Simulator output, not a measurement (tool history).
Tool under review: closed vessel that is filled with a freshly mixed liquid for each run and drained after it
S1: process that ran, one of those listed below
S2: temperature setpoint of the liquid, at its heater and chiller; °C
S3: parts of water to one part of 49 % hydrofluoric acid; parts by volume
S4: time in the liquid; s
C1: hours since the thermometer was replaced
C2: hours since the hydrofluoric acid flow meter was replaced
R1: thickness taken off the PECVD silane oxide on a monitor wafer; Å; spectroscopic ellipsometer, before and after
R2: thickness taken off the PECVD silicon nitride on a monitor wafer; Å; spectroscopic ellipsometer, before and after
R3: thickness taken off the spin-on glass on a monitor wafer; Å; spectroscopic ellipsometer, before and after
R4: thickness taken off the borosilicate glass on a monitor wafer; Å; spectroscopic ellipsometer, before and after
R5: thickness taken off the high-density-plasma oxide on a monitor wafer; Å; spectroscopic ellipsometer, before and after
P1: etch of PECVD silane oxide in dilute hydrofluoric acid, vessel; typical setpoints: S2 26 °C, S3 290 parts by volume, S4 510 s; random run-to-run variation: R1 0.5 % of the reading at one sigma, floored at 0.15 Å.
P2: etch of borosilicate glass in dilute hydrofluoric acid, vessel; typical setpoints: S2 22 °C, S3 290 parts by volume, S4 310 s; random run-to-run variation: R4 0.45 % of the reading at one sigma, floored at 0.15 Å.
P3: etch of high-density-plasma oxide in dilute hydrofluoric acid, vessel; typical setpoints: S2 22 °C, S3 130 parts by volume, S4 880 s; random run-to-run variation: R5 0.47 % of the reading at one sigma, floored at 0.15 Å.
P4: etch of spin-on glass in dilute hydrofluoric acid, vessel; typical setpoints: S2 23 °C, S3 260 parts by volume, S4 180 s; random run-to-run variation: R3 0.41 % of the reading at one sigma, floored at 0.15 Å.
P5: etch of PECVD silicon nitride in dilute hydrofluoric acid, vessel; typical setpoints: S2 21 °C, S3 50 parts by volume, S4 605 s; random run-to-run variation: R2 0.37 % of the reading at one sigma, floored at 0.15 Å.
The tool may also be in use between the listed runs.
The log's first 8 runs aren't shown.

run 9 hour=54.0 | S1=P5 S2=21 S3=50 S4=605 | C1=808.2 C2=186.3 | R2=282.46
run 10 hour=58.0 | S1=P3 S2=22 S3=130 S4=1385 | C1=812.2 C2=190.3 | R5=953.07
run 11 hour=63.1 | S1=P3 S2=22 S3=130 S4=880 | C1=817.3 C2=195.4 | R5=611.53
run 12 hour=70.4 | S1=P1 S2=26 S3=290 S4=510 | C1=824.6 C2=202.7 | R1=407.52
run 13 hour=75.0 | S1=P4 S2=23 S3=260 S4=305 | C1=829.2 C2=207.3 | R3=279.910
run 14 hour=82.9 | S1=P3 S2=29 S3=130 S4=880 | C1=837.1 C2=215.2 | R5=794.41
run 15 hour=90.3 | S1=P5 S2=29 S3=50 S4=605 | C1=844.5 C2=222.6 | R2=483.65
run 16 hour=96.4 | S1=P4 S2=23 S3=260 S4=180 | C1=850.6 C2=228.7 | R3=164.750
run 17 hour=101.2 | S1=P2 S2=22 S3=290 S4=310 | C1=855.4 C2=233.5 | R4=294.730
run 18 hour=105.8 | S1=P1 S2=26 S3=290 S4=150 | C1=860.0 C2=238.1 | R1=119.88
run 19 hour=112.1 | S1=P2 S2=22 S3=290 S4=75 | C1=866.3 C2=244.4 | R4=71.052
run 20 hour=117.4 | S1=P4 S2=23 S3=260 S4=180 | C1=871.6 C2=249.7 | R3=165.020
run 21 hour=121.7 | S1=P5 S2=21 S3=80 S4=605 | C1=875.9 C2=254.0 | R2=177.08
run 22 hour=128.5 | S1=P1 S2=26 S3=135 S4=510 | C1=882.7 C2=260.8 | R1=1037.70
run 23 hour=136.0 | S1=P1 S2=26 S3=460 S4=510 | C1=890.2 C2=268.3 | R1=216.58
run 24 hour=140.3 | S1=P1 S2=26 S3=290 S4=510 | C1=894.5 C2=272.6 | R1=408.68

Estimate the outcome of run 25 from the log above:
run 25 hour=146.2 | S1=P1 S2=26 S3=290 S4=510 | C1=900.4 C2=278.5 | R1=?

R1: 406.82 Å
